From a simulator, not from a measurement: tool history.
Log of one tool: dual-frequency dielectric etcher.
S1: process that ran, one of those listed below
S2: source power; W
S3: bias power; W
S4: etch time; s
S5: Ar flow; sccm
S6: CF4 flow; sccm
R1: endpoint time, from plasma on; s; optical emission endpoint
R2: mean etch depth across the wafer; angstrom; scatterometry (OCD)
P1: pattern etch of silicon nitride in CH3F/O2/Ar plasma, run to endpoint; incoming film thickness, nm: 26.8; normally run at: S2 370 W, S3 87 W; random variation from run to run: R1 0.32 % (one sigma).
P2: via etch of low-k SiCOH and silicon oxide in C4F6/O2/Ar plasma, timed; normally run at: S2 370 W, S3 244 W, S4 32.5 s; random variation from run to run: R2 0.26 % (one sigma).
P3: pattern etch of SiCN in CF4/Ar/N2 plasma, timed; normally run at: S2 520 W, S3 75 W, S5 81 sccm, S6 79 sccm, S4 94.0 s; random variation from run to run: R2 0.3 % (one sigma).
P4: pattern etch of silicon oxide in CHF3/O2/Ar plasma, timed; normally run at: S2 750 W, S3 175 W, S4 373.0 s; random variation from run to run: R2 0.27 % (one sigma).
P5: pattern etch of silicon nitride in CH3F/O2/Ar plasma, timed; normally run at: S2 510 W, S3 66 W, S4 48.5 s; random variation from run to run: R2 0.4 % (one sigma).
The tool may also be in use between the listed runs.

run,hour,S1,S2,S3,S4,S5,S6,R1,R2
1,8.3,P1,370,87,,,,37.106,
2,18.2,P1,250,122,,,,37.786,
3,24.3,P2,370,244,32.5,,,,844.27
4,34.0,P1,370,87,,,,37.440,
5,41.1,P1,370,87,,,,37.189,
6,49.4,P1,370,87,,,,37.188,
7,59.8,P3,520,75,94.0,81,79,,995.20
8,70.8,P1,370,70,,,,39.934,
9,80.6,P1,370,110,,,,34.021,
10,88.2,P2,370,244,32.5,,,,848.15
11,98.7,P5,720,66,48.5,,,,408.45
12,109.8,P3,620,75,94.0,81,79,,1164.00
13,114.8,P1,310,87,,,,39.644,
14,123.3,P1,370,87,,,,37.180,
15,131.4,P3,520,100,94.0,81,79,,1094.70
16,139.5,P1,480,87,,,,33.642,
17,148.4,P3,520,75,135.5,81,79,,1433.10
18,153.4,P5,510,88,48.5,,,,396.01
19,161.5,P4,750,175,373.0,,,,7994.50
20,170.3,P4,750,175,373.0,,,,7988.40
21,181.4,P2,370,342,32.5,,,,945.02
22,189.6,P4,750,175,555.5,,,,11907.00
23,198.8,P5,510,66,48.5,,,,357.09
# hour 207.1: source power generator calibrated
24,207.2,P3,520,75,94.0,81,100,,1027.70
25,214.9,P2,500,244,32.5,,,,945.97
26,225.3,P4,750,228,373.0,,,,8774.10
27,236.6,P3,520,75,94.0,56,79,,1039.80
28,242.1,P1,460,118,,,,30.742,
29,248.4,P5,510,66,29.5,,,,217.47
30,259.1,P4,1030,175,373.0,,,,9000.40
31,270.1,P2,370,244,48.0,,,,1248.60
32,277.6,P1,370,87,,,,37.084,
33,287.2,P1,370,87,,,,37.585,
34,294.8,P1,370,87,,,,37.603,
35,304.1,P1,370,87,,,,37.569,
# hour 312.5: wet clean of the chamber
36,313.8,P1,370,87,,,,37.815,
37,320.8,P1,370,87,,,,37.783,
38,327.0,P1,370,87,,,,37.750,
39,336.1,P1,370,87,,,,37.616,

What P1 gives has crept away from where it was. These 2 causes fit the log equally well, each at the size given:
A: bias power that arrives under what is set, % = 4.44
B: source power that arrives under what is set, % = 4.25
The creep began at about hour 277.6.
Why every other cause is out:
chamber walls in a state that lowers the etch rate, %: serviced at hour 312.5, which brought nothing back

4 check runs are offered, one wafer each, their results left as question marks. Which one tells the causes apart?
check 1,345.2,P5,700,66,39.0,,,,?
check 2,345.2,P2,440,244,32.5,,,,?
check 3,345.2,P3,520,93,94.0,81,92,,?
check 4,345.2,P4,860,175,373.0,,,,?

What each check would give under each cause:
check,result,if A,if B
check 1,R2,320.59,319.83
check 2,R2,887.85,886.48
check 3,R2,1071.90,1047.50
check 4,R2,8299.70,8282.80
How far apart the two closest causes lie, in the result that separates them most: check 1 0.24 %; check 2 0.15 %; check 3 2.29 %; check 4 0.2 %
Check 3 tells the causes apart: in the others they would give nearly the same result.

Then check 3 was run and gave: R2 1052.50 angstrom. Which cause is it?

It is B: source power that arrives under what is set, %.

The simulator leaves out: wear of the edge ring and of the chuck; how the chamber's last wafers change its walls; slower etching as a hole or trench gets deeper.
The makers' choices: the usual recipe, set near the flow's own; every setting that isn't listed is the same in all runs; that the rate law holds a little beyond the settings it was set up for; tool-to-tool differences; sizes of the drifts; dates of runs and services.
